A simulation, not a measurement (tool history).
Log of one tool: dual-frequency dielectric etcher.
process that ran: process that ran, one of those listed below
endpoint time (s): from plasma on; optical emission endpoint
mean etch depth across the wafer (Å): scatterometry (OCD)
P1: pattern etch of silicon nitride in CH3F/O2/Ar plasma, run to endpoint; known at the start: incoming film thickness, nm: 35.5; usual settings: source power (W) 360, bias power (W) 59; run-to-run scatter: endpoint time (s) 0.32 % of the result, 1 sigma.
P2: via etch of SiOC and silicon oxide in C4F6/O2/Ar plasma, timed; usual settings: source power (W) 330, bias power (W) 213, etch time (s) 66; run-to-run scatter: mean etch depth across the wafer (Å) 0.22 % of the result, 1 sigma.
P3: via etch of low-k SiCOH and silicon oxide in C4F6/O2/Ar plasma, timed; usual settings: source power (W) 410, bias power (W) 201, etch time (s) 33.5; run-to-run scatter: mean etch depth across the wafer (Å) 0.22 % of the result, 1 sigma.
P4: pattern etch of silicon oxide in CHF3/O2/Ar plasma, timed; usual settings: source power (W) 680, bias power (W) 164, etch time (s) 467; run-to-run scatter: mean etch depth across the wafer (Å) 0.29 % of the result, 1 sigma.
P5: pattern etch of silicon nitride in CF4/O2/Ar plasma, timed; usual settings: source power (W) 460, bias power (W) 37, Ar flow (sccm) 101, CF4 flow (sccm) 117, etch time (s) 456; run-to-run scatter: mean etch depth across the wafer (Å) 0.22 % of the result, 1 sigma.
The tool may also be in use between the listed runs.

run	hour	process that ran	source power (W)	bias power (W)	etch time (s)	Ar flow (sccm)	CF4 flow (sccm)	hours since the last wet clean	hours since the last source power generator calibration	hours since the last bias power generator calibration	endpoint time (s)	mean etch depth across the wafer (Å)
1	5.6	P1	360	59				192.8	1255.5	1185.1	57.566	
2	9.4	P4	680	123	467			196.6	1259.3	1188.9		8390.1
3	14.6	P4	680	164	467			201.8	1264.5	1194.1		9209.6
4	17.9	P4	450	164	467			205.1	1267.8	1197.4		7893.7
5	21.6	P2	200	213	66			208.8	1271.5	1201.1		596.42
6	26	P3	410	246	33.5			213.2	1275.9	1205.5		863.2
7	29.3	P1	360	83				216.5	1279.2	1208.8	51.118	
8	34.4	P2	330	213	66			221.6	1284.3	1213.9		724.47
9	38.1	P5	310	37	456	101	117	225.3	1288	1217.6		5097.7
10	41.2	P3	560	201	33.5			228.4	1291.1	1220.7		912.75
11	46.9	P4	680	164	257			234.1	1296.8	1226.4		5080.2
12	50.5	P5	460	37	456	101	117	237.7	1300.4	1230		7257.3
13	55.6	P1	250	59				242.8	1305.5	1235.1	66.16	
14	60.1	P1	360	59				247.3	1310	1239.6	57.407	
15	63.1	P5	460	37	456	101	154	250.3	1313	1242.6		7498.7
16	67.4	P2	330	152	66			254.6	1317.3	1246.9		646.32
# hour 68.8: wet clean of the chamber
17	73.2	P3	410	201	41			4.4	1323.1	1252.7		991.83
18	78.7	P1	360	59				9.9	1328.6	1258.2	57.801	
19	82.9	P1	290	76				14.1	1332.8	1262.4	57.242	
20	88.3	P3	410	201	33.5			19.5	1338.2	1267.8		810.05
21	93.4	P1	480	59				24.6	1343.3	1272.9	51.687	
22	97.7	P1	360	44				28.9	1347.6	1277.2	62.876	
23	101.7	P2	330	213	92.5			32.9	1351.6	1281.2		1010.7
24	107.6	P5	460	37	599	101	117	38.8	1357.5	1287.1		9509.7
25	112.7	P4	680	164	467			43.9	1362.6	1292.2		9198.2
26	117.8	P1	250	80				49	1367.7	1297.3	59.518	
27	121.3	P5	460	30	456	101	117	52.5	1371.2	1300.8		6747.8
28	125.2	P1	360	59				56.4	1375.1	1304.7	57.39	
29	129.8	P5	460	37	456	136	117	61	1379.7	1309.3		6954.5
30	135.6	P1	360	59				66.8	1385.5	1315.1	57.519	
31	139.3	P1	360	59				70.5	1389.2	1318.8	57.866	
32	142.1	P1	360	59				73.3	1392	1321.6	57.808	
33	147.6	P1	360	59				78.8	1397.5	1327.1	57.884	
34	151.1	P1	360	59				82.3	1401	1330.6	58.07	
# hour 153.8: wet clean of the chamber
35	155.3	P1	360	59				1.6	1405.2	1334.8	58.38	
36	160.3	P1	360	59				6.6	1410.2	1339.8	58.302	
37	164.3	P1	360	59				10.6	1414.2	1343.8	58.643	
38	169.8	P1	360	59				16.1	1419.7	1349.3	58.32	
39	174.9	P1	360	59				21.2	1424.8	1354.4	58.065	

What P1 gives has crept away from where it was. These 2 causes fit the log equally well, each at the size given:
A: bias power that arrives under what is set, % = 4.76
B: source power that arrives under what is set, % = 4.09
The creep began at about hour 139.3.
Why every other cause is out:
chamber walls in a state that lowers the etch rate, %: serviced at hour 153.8, which brought nothing back

4 check runs are offered, one wafer each, their results left as question marks. Which one tells the causes apart?
check 1	180	P5	460	37	456	101	117					?
check 2	180	P2	330	213	66							?
check 3	180	P3	410	201	33.5							?
check 4	180	P4	680	164	467							?

What each check would give under each cause:
check	result	if A	if B
check 1	mean etch depth across the wafer (Å)	7121.7	6980.4
check 2	mean etch depth across the wafer (Å)	709.75	710.05
check 3	mean etch depth across the wafer (Å)	796.45	796.06
check 4	mean etch depth across the wafer (Å)	9070.3	9068.1
How far apart the two closest causes lie, in the result that separates them most: check 1 2 %; check 2 0.04 %; check 3 0.05 %; check 4 0.02 %
Check 1 tells the causes apart: in the others they would give nearly the same result.

Then check 1 was run and gave: mean etch depth across the wafer (Å) 7115.2. Which cause is it?

It is A: bias power that arrives under what is set, %.
